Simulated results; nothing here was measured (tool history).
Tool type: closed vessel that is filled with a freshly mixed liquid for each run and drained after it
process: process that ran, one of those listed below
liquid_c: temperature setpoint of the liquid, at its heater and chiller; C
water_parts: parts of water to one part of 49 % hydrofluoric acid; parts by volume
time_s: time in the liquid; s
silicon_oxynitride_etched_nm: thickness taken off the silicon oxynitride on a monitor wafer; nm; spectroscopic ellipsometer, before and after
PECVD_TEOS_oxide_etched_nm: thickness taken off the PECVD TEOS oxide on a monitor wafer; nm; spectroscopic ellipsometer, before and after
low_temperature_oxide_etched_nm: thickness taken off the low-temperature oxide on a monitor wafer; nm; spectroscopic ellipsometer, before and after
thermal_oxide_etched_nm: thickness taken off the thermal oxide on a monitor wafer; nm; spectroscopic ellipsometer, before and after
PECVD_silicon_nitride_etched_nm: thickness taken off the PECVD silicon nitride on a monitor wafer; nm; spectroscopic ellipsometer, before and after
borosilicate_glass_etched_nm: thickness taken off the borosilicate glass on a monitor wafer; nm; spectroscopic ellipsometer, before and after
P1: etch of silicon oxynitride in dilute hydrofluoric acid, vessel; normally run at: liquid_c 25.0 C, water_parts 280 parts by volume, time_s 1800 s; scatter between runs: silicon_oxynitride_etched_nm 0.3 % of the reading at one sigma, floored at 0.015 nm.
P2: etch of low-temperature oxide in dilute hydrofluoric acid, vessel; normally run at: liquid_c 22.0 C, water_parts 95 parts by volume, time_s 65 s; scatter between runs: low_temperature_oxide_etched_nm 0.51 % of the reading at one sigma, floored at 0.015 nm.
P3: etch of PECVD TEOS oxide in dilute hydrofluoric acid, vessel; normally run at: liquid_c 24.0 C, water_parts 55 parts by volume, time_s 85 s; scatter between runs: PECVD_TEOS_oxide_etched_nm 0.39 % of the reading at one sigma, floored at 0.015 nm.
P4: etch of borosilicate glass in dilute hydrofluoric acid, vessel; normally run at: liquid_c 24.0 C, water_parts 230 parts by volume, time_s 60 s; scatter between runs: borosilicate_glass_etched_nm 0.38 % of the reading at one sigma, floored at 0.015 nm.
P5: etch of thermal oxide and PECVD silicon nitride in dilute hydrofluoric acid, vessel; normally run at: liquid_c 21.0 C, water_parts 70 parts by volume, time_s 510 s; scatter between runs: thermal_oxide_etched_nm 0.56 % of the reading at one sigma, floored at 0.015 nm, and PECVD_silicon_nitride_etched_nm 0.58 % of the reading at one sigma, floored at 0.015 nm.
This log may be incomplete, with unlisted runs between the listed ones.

run   hour  process  liquid_c  water_parts  time_s  hours since the thermometer was replaced  hours since the hydrofluoric acid flow meter was replaced  silicon_oxynitride_etched_nm  PECVD_TEOS_oxide_etched_nm  low_temperature_oxide_etched_nm  thermal_oxide_etched_nm  PECVD_silicon_nitride_etched_nm  borosilicate_glass_etched_nm
  1   11.4       P1      25.0          280    1800                                    1547.3                                                      948.1                        8.5255
  2   22.4       P1      25.0          280    1800                                    1558.3                                                      959.1                        8.5341
  3   38.7       P1      17.5          280    1800                                    1574.6                                                      975.4                        6.1699
  4   55.6       P3      24.0           55     130                                    1591.5                                                      992.3                                                    68.926
  5   70.9       P2      22.0           95     120                                    1606.8                                                     1007.6                                                                                    12.7160
  6   78.6       P3      24.0           25      85                                    1614.5                                                     1015.3                                                   102.450
  7   95.2       P5      21.0           30     510                                    1631.1                                                     1031.9                                                                                                              76.346                          25.0840
  8  107.0       P1      32.5          280    1800                                    1642.9                                                     1043.7                       11.6000
  9  116.4       P5      29.0           70     510                                    1652.3                                                     1053.1                                                                                                              43.423                          18.6950
 10  132.7       P1      25.0          280    1800                                    1668.6                                                     1069.4                        8.5539
 11  148.1       P2      22.0           95      65                                    1684.0                                                     1084.8                                                                                     6.7649
 12  164.6       P1      25.0          115    1800                                    1700.5                                                     1101.3                       23.5980
 13  180.9       P1      31.0          175    1800                                    1716.8                                                     1117.6                       19.1680
 14  193.1       P3      24.0           55      85                                    1729.0                                                     1129.8                                                    44.967
 15  200.8       P1      25.0          280    1800                                    1736.7                                                     1137.5                        8.5200
 16  211.5       P2      22.0           95      65                                    1747.4                                                     1148.2                                                                                     6.8734
 17  225.5       P1      25.0          395    1800                                    1761.4                                                     1162.2                        5.5940
 18  238.9       P4      24.0          230      60                                    1774.8                                                     1175.6                                                                                                                                                                             5.4458
 19  254.8       P5      21.0           70     510                                    1790.7                                                     1191.5                                                                                                              31.842                          11.0980
 20  264.5       P4      20.0          230      60                                    1800.4                                                     1201.2                                                                                                                                                                             4.7159
 21  281.4       P1      17.5          145    1800                                    1817.3                                                     1218.1                       12.8470
 22  295.6       P3      29.0           55      85                                    1831.5                                                     1232.3                                                    55.384
 23  306.2       P1      25.0          280    3165                                    1842.1                                                     1242.9                       15.0170
 24  315.4       P4      24.0           65      60                                    1851.3                                                     1252.1                                                                                                                                                                            23.3500
 25  326.0       P1      25.0          280     915                                    1861.9                                                     1262.7                        4.3534
 26  341.0       P4      24.0          230      30                                    1876.9                                                     1277.7                                                                                                                                                                             2.7057
 27  354.6       P1      25.0          280    1800                                    1890.5                                                     1291.3                        8.5095
 28  367.7       P5      21.0           70     200                                    1903.6                                                     1304.4                                                                                                              12.268                           4.2844
 29  381.6       P2      17.0           95      65                                    1917.5                                                     1318.3                                                                                     5.5718
 30  392.8       P2      22.0          150      65                                    1928.7                                                     1329.5                                                                                     4.0659
 31  409.5       P5      21.0           70     510                                    1945.4                                                     1346.2                                                                                                              31.248                          11.0230
 32  422.1       P1      25.0          280    1800                                    1958.0                                                     1358.8                        8.5497
 33  432.2       P1      25.0          280    1800                                    1968.1                                                     1368.9                        8.8681
 34  442.0       P1      25.0          280    1800                                    1977.9                                                     1378.7                        9.0217
 35  450.1       P1      25.0          280    1800                                    1986.0                                                     1386.8                        9.1257
 36  461.2       P1      25.0          280    1800                                    1997.1                                                     1397.9                        9.2002
 37  477.4       P1      25.0          280    1800                                    2013.3                                                     1414.1                        9.2268
 38  493.1       P1      25.0          280    1800                                    2029.0                                                     1429.8                        9.3199

What P1 gives has crept off from where it sat before. The 2 causes that follow fit the log equally well, each at the size noted:
A: liquid hotter than its thermometer reads (K) = 1.95
B: hydrofluoric acid flow above the setpoint (%) = 7.04
The process output started creeping at around hour 422.1.

Question marks stand in for the results of the 4 check runs listed below, each run on one wafer. Under which run would the listed causes show clearly different results?
check 1  508.8       P4      24.0           70      60                                                                                                                                                                                                                                                                                       ?
check 2  508.8       P3      28.0           55      85                                                                                                                                                              ?
check 3  508.8       P2      22.0          150     110                                                                                                                                                                                               ?
check 4  508.8       P5      28.5           70     510                                                                                                                                                                                                                        ?                                ?

What every check run would give for each of its results, assuming each possible cause in turn:
  check                           result     if A     if B
check 1     borosilicate_glass_etched_nm  23.2610  23.1580
check 2       PECVD_TEOS_oxide_etched_nm   57.007   56.812
check 3  low_temperature_oxide_etched_nm   7.4220   7.4486
check 4          thermal_oxide_etched_nm   45.888   45.850
check 4  PECVD_silicon_nitride_etched_nm  20.6140  19.4650
How far apart the two closest causes lie, in the result that separates them most: check 1 0.44 %; check 2 0.34 %; check 3 0.36 %; check 4 5.73 %
Only in check 4 would the causes give clearly different results; in the remaining checks their results would be nearly the same.

Check 4 was carried out, with these results: thermal_oxide_etched_nm 45.425 nm; PECVD_silicon_nitride_etched_nm 19.3470 nm. Which of the listed causes is responsible?

It was cause B: hydrofluoric acid flow above the setpoint (%).
